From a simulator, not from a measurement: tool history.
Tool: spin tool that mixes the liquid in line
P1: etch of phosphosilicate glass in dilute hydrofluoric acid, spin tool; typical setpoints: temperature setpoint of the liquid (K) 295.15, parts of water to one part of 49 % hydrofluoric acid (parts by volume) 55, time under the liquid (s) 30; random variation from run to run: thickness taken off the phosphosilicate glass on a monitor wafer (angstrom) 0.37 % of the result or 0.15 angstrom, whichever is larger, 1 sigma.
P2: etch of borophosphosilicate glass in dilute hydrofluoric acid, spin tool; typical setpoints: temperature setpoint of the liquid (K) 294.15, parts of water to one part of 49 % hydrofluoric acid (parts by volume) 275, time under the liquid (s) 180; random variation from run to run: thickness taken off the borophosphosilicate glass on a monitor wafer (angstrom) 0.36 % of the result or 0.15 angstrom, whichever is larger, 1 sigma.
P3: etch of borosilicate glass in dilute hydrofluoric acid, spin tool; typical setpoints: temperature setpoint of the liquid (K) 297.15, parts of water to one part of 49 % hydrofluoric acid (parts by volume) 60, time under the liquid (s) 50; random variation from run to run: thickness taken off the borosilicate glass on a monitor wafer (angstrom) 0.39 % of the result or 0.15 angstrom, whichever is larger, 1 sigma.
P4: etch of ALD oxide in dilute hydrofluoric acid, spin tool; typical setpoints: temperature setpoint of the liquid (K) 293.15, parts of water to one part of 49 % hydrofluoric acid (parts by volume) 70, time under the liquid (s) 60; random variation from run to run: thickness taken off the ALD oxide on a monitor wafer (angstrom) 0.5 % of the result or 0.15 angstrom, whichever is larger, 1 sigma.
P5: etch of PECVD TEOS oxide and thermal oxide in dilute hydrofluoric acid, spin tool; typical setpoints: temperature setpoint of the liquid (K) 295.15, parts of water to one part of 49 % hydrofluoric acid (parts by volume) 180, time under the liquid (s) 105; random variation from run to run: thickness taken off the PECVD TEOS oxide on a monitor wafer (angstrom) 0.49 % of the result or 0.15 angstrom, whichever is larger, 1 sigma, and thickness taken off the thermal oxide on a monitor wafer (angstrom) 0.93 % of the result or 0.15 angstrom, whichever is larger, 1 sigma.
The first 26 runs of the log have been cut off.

run   hour  process that ran  temperature setpoint of the liquid (K)  parts of water to one part of 49 % hydrofluoric acid (parts by volume)  time under the liquid (s)  hours since the thermometer was replaced  hours since the hydrofluoric acid flow meter was replaced  thickness taken off the phosphosilicate glass on a monitor wafer (angstrom)  thickness taken off the PECVD TEOS oxide on a monitor wafer (angstrom)  thickness taken off the thermal oxide on a monitor wafer (angstrom)  thickness taken off the borosilicate glass on a monitor wafer (angstrom)  thickness taken off the ALD oxide on a monitor wafer (angstrom)  thickness taken off the borophosphosilicate glass on a monitor wafer (angstrom)
 27  249.5                P1                                  295.15                                                                      55                         15                                     750.9                                                      861.5                                                                       167.21
 28  260.2                P1                                  295.15                                                                      55                         30                                     761.6                                                      872.2                                                                       332.37
 29  272.4                P1                                  303.15                                                                      55                         30                                     773.8                                                      884.4                                                                       463.04
 30  281.7                P2                                  298.65                                                                     275                        180                                     783.1                                                      893.7                                                                                                                                                                                                                                                                                                                                                                                                                                               285.100
 31  294.4                P2                                  294.15                                                                     275                         20                                     795.8                                                      906.4                                                                                                                                                                                                                                                                                                                                                                                                                                                27.061
 32  300.6                P3                                  297.15                                                                      60                         50                                     802.0                                                      912.6                                                                                                                                                                                                                                                                                             292.000
 33  313.4                P1                                  295.15                                                                      55                         30                                     814.8                                                      925.4                                                                       334.71
 34  320.7                P1                                  295.15                                                                      55                         30                                     822.1                                                      932.7                                                                       340.80
 35  328.0                P1                                  295.15                                                                      55                         30                                     829.4                                                      940.0                                                                       345.91
 36  339.2                P1                                  295.15                                                                      55                         30                                     840.6                                                      951.2                                                                       352.72
 37  346.5                P1                                  295.15                                                                      55                         30                                     847.9                                                      958.5                                                                       352.19
 38  352.4                P1                                  295.15                                                                      55                         30                                     853.8                                                      964.4                                                                       355.09

What does the tool deliver on the next run?
 39  359.2                P1                                  295.15                                                                      55                         30                                     860.6                                                      971.2                                                                            ?

Logged for run 39: thickness taken off the phosphosilicate glass on a monitor wafer (angstrom) 354.65.
